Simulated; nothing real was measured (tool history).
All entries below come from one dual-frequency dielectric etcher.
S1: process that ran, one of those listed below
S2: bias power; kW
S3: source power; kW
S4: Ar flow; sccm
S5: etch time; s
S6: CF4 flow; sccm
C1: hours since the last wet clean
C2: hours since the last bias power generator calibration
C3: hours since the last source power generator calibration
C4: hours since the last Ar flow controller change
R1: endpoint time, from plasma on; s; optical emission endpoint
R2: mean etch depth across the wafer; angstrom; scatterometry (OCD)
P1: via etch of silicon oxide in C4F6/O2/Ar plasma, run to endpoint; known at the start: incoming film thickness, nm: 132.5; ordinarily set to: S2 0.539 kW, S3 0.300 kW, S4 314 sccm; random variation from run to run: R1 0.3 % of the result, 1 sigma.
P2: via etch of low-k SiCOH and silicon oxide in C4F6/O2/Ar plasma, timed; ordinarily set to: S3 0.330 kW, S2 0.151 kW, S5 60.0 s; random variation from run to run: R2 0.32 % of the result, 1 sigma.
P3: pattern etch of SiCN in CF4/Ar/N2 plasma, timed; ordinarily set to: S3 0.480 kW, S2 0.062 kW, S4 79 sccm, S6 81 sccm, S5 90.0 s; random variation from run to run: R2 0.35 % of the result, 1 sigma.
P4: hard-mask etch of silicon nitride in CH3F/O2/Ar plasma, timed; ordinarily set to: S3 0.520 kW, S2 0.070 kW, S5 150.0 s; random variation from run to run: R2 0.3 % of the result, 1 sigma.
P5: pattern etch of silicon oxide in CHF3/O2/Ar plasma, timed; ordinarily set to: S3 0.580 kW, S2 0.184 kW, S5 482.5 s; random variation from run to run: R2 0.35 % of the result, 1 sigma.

| run | hour | S1 | S2 | S3 | S4 | S5 | S6 | C1 | C2 | C3 | C4 | R1 | R2 |
|---|---|---|---|---|---|---|---|---|---|---|---|---|---|
| 1 | 11.1 | P1 | 0.539 | 0.300 | 314 |  |  | 149.4 | 413.1 | 1295.1 | 597.4 | 30.712 |  |
| 2 | 20.5 | P2 | 0.151 | 0.330 |  | 86.0 |  | 158.8 | 422.5 | 1304.5 | 606.8 |  | 1970.50 |
| 3 | 27.5 | P1 | 0.539 | 0.190 | 314 |  |  | 165.8 | 429.5 | 1311.5 | 613.8 | 36.314 |  |
| 4 | 38.6 | P5 | 0.184 | 0.580 |  | 366.0 |  | 176.9 | 440.6 | 1322.6 | 624.9 |  | 7099.60 |
| 5 | 46.4 | P2 | 0.112 | 0.330 |  | 60.0 |  | 184.7 | 448.4 | 1330.4 | 632.7 |  | 1252.90 |
| 6 | 55.9 | P1 | 0.539 | 0.300 | 314 |  |  | 194.2 | 457.9 | 1339.9 | 642.2 | 30.713 |  |
| 7 | 62.9 | P5 | 0.184 | 0.580 |  | 482.5 |  | 201.2 | 464.9 | 1346.9 | 649.2 |  | 9350.70 |
| 8 | 69.8 | P1 | 0.368 | 0.300 | 392 |  |  | 208.1 | 471.8 | 1353.8 | 656.1 | 36.180 |  |
| 9 | 79.3 | P4 | 0.070 | 0.520 |  | 215.5 |  | 217.6 | 481.3 | 1363.3 | 665.6 |  | 1643.60 |
| 10 | 87.2 | P1 | 0.665 | 0.300 | 314 |  |  | 225.5 | 489.2 | 1371.2 | 673.5 | 28.265 |  |
| 11 | 98.0 | P1 | 0.539 | 0.300 | 314 |  |  | 236.3 | 500.0 | 1382.0 | 684.3 | 30.756 |  |
| 12 | 109.1 | P3 | 0.062 | 0.670 | 79 | 90.0 | 81 | 247.4 | 511.1 | 1393.1 | 695.4 |  | 1107.50 |
| 13 | 115.9 | P3 | 0.062 | 0.480 | 79 | 90.0 | 81 | 254.2 | 517.9 | 1399.9 | 702.2 |  | 817.10 |
| 14 | 122.5 | P2 | 0.151 | 0.330 |  | 60.0 |  | 260.8 | 524.5 | 1406.5 | 708.8 |  | 1370.00 |
| 15 | 128.0 | P1 | 0.539 | 0.300 | 314 |  |  | 266.3 | 530.0 | 1412.0 | 714.3 | 30.666 |  |
| 16 | 138.7 | P1 | 0.539 | 0.300 | 314 |  |  | 277.0 | 540.7 | 1422.7 | 725.0 | 30.843 |  |
| 17 | 148.5 | P1 | 0.539 | 0.300 | 439 |  |  | 286.8 | 550.5 | 1432.5 | 734.8 | 31.951 |  |
|  | 150.6 | wet clean of the chamber |
| 18 | 158.2 | P3 | 0.062 | 0.480 | 79 | 63.0 | 81 | 7.7 | 560.2 | 1442.2 | 744.5 |  | 574.39 |
| 19 | 166.0 | P4 | 0.070 | 0.700 |  | 150.0 |  | 15.5 | 568.0 | 1450.0 | 752.3 |  | 1279.60 |
| 20 | 170.9 | P3 | 0.075 | 0.480 | 79 | 90.0 | 81 | 20.4 | 572.9 | 1454.9 | 757.2 |  | 874.32 |
| 21 | 177.2 | P1 | 0.361 | 0.300 | 314 |  |  | 26.7 | 579.2 | 1461.2 | 763.5 | 35.697 |  |
| 22 | 183.2 | P1 | 0.698 | 0.380 | 314 |  |  | 32.7 | 585.2 | 1467.2 | 769.5 | 25.552 |  |
| 23 | 194.1 | P5 | 0.221 | 0.580 |  | 482.5 |  | 43.6 | 596.1 | 1478.1 | 780.4 |  | 10011.00 |
| 24 | 201.7 | P4 | 0.070 | 0.520 |  | 150.0 |  | 51.2 | 603.7 | 1485.7 | 788.0 |  | 1150.20 |
| 25 | 209.6 | P5 | 0.184 | 0.580 |  | 482.5 |  | 59.1 | 611.6 | 1493.6 | 795.9 |  | 9359.20 |
| 26 | 218.4 | P3 | 0.062 | 0.480 | 112 | 90.0 | 81 | 67.9 | 620.4 | 1502.4 | 804.7 |  | 783.60 |
| 27 | 229.2 | P2 | 0.151 | 0.230 |  | 60.0 |  | 78.7 | 631.2 | 1513.2 | 815.5 |  | 1193.70 |
| 28 | 235.7 | P4 | 0.070 | 0.520 |  | 150.0 |  | 85.2 | 637.7 | 1519.7 | 822.0 |  | 1150.20 |
| 29 | 243.2 | P3 | 0.062 | 0.480 | 79 | 90.0 | 101 | 92.7 | 645.2 | 1527.2 | 829.5 |  | 848.26 |
| 30 | 251.6 | P5 | 0.184 | 0.400 |  | 482.5 |  | 101.1 | 653.6 | 1535.6 | 837.9 |  | 8157.90 |
| 31 | 258.4 | P1 | 0.539 | 0.430 | 314 |  |  | 107.9 | 660.4 | 1542.4 | 844.7 | 26.942 |  |
| 32 | 265.4 | P1 | 0.539 | 0.300 | 314 |  |  | 114.9 | 667.4 | 1549.4 | 851.7 | 30.752 |  |
| 33 | 271.5 | P1 | 0.539 | 0.300 | 185 |  |  | 121.0 | 673.5 | 1555.5 | 857.8 | 28.872 |  |
| 34 | 282.6 | P4 | 0.096 | 0.520 |  | 150.0 |  | 132.1 | 684.6 | 1566.6 | 868.9 |  | 1280.40 |
| 35 | 290.4 | P1 | 0.539 | 0.300 | 314 |  |  | 139.9 | 692.4 | 1574.4 | 876.7 | 30.845 |  |
| 36 | 300.1 | P1 | 0.539 | 0.300 | 314 |  |  | 149.6 | 702.1 | 1584.1 | 886.4 | 30.662 |  |
| 37 | 310.9 | P1 | 0.539 | 0.300 | 314 |  |  | 160.4 | 712.9 | 1594.9 | 897.2 | 30.503 |  |
| 38 | 318.1 | P1 | 0.539 | 0.300 | 314 |  |  | 167.6 | 720.1 | 1602.1 | 904.4 | 30.415 |  |
| 39 | 324.7 | P1 | 0.539 | 0.300 | 314 |  |  | 174.2 | 726.7 | 1608.7 | 911.0 | 30.480 |  |
| 40 | 331.8 | P1 | 0.539 | 0.300 | 314 |  |  | 181.3 | 733.8 | 1615.8 | 918.1 | 30.362 |  |
|  | 332.4 | wet clean of the chamber |
|  | 334.6 | Ar flow controller replaced |
| 41 | 341.1 | P1 | 0.539 | 0.300 | 314 |  |  | 8.7 | 743.1 | 1625.1 | 6.6 | 30.303 |  |
| 42 | 348.2 | P1 | 0.539 | 0.300 | 314 |  |  | 15.8 | 750.2 | 1632.2 | 13.7 | 30.192 |  |
| 43 | 359.0 | P1 | 0.539 | 0.300 | 314 |  |  | 26.6 | 761.0 | 1643.0 | 24.5 | 30.187 |  |
| 44 | 364.1 | P1 | 0.539 | 0.300 | 314 |  |  | 31.7 | 766.1 | 1648.1 | 29.6 | 30.248 |  |
| 45 | 371.5 | P1 | 0.539 | 0.300 | 314 |  |  | 39.1 | 773.5 | 1655.5 | 37.0 | 30.284 |  |

Something has made what P1 gives creep away from where it was; the 2 causes below, each at its own stated size, fit the log equally well:
A: source power that arrives over what is set, % = 4.2
B: bias power that arrives over what is set, % = 4
The creep began at about hour 290.4.
Ruled out, with reasons:
chamber walls in a state that raises the etch rate, %: serviced at hour 332.4, which brought nothing back
Ar flow that arrives under what is set, %: serviced at hour 334.6, which brought nothing back

You are offered 4 check runs, listed below with question marks in place of their results; each one averages 2 wafers. Which run separates the listed causes by giving clearly different results for each?
| check 1 | 378.9 | P4 | 0.070 | 0.520 |  | 150.0 |  |  |  |  |  |  | ? |
| check 2 | 378.9 | P2 | 0.151 | 0.330 |  | 60.0 |  |  |  |  |  |  | ? |
| check 3 | 378.9 | P3 | 0.062 | 0.480 | 79 | 90.0 | 81 |  |  |  |  |  | ? |
| check 4 | 378.9 | P5 | 0.184 | 0.580 |  | 482.5 |  |  |  |  |  |  | ? |

If the cause were each of the candidates in turn, the checks would give the following:
| check | result | if A | if B |
|---|---|---|---|
| check 1 | R2 | 1163.40 | 1160.40 |
| check 2 | R2 | 1390.70 | 1385.20 |
| check 3 | R2 | 851.87 | 831.55 |
| check 4 | R2 | 9505.50 | 9482.90 |
Distance between the nearest two causes, measured in the result of the check that separates them most: check 1 0.26 %; check 2 0.4 %; check 3 2.42 %; check 4 0.24 %
Check 3 distinguishes between the causes, while the remaining checks would return nearly the same result for all of them.

Running check 3 produced the following: R2 851.68 angstrom. Which one of the listed causes fits?

The correct cause is A, namely: source power that arrives over what is set, %.
